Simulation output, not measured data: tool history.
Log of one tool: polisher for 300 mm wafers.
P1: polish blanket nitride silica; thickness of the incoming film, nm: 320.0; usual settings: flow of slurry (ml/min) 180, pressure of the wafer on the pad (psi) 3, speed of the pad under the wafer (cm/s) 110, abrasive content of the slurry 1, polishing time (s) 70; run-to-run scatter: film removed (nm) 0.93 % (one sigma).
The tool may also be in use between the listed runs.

| run | hour | flow of slurry (ml/min) | pressure of the wafer on the pad (psi) | speed of the pad under the wafer (cm/s) | abrasive content of the slurry | polishing time (s) | wafers polished on this pad | hours since the slurry nozzle was cleaned | hours since the head pressure was calibrated | hours since the slurry blender was calibrated | hours since the conditioning disc was replaced | film removed (nm) |
|---|---|---|---|---|---|---|---|---|---|---|---|---|
| 1 | 2 | 180 | 3 | 110 | 1 | 70 | 453 | 219.1 | 123.8 | 56.3 | 267.7 | 38.274 |
| 2 | 5.4 | 110 | 3 | 110 | 1 | 70 | 494 | 222.5 | 127.2 | 59.7 | 271.1 | 34.571 |
| 3 | 8.6 | 180 | 4.2 | 110 | 1 | 70 | 533 | 225.7 | 130.4 | 62.9 | 274.3 | 52.352 |
| 4 | 11.9 | 180 | 3 | 110 | 0.65 | 70 | 573 | 229 | 133.7 | 66.2 | 277.6 | 31.052 |
| 5 | 15.1 | 180 | 3 | 110 | 1 | 70 | 612 | 232.2 | 136.9 | 69.4 | 280.8 | 38.473 |
|  | 18.3 | head pressure recalibrated |
| 6 | 18.7 | 180 | 3 | 164 | 1 | 70 | 656 | 235.8 | 0.4 | 73 | 284.4 | 52.974 |
| 7 | 22.4 | 180 | 3 | 110 | 1 | 70 | 701 | 239.5 | 4.1 | 76.7 | 288.1 | 38.024 |
| 8 | 26.7 | 180 | 3 | 110 | 1 | 89 | 753 | 243.8 | 8.4 | 81 | 292.4 | 48.475 |
| 9 | 30.4 | 275 | 3 | 110 | 1 | 70 | 798 | 247.5 | 12.1 | 84.7 | 296.1 | 40.097 |
| 10 | 32.7 | 180 | 2.1 | 110 | 1 | 70 | 826 | 249.8 | 14.4 | 87 | 298.4 | 26.699 |
| 11 | 35.7 | 180 | 3 | 110 | 1.2 | 86 | 863 | 252.8 | 17.4 | 90 | 301.4 | 51.698 |
| 12 | 40 | 180 | 1.7 | 86 | 1 | 70 | 915 | 257.1 | 21.7 | 94.3 | 305.7 | 17.806 |
| 13 | 42.3 | 180 | 3 | 110 | 1 | 43 | 943 | 259.4 | 24 | 96.6 | 308 | 23.693 |
| 14 | 45.7 | 180 | 3 | 110 | 1.45 | 70 | 985 | 262.8 | 27.4 | 100 | 311.4 | 44.518 |
| 15 | 48 | 180 | 3 | 110 | 1 | 70 | 1013 | 265.1 | 29.7 | 102.3 | 313.7 | 38.693 |
| 16 | 50.4 | 180 | 3 | 50 | 1 | 70 | 1042 | 267.5 | 32.1 | 104.7 | 316.1 | 20.365 |
| 17 | 53.7 | 180 | 3 | 110 | 1 | 70 | 1082 | 270.8 | 35.4 | 108 | 319.4 | 38.657 |
| 18 | 56.3 | 180 | 3 | 110 | 1 | 70 | 1114 | 273.4 | 38 | 110.6 | 322 | 37.751 |
| 19 | 58.8 | 180 | 3 | 110 | 1 | 70 | 1144 | 275.9 | 40.5 | 113.1 | 324.5 | 36.363 |

Run 20 comes next. What will it give?
|  | 61.5 | conditioning disc replaced and pad reconditioned |
| 20 | 61.9 | 180 | 3 | 110 | 1 | 70 | 1182 | 279 | 43.6 | 116.2 | 0.4 | ? |

{"run 20": {"film removed (nm)": 36.303}}
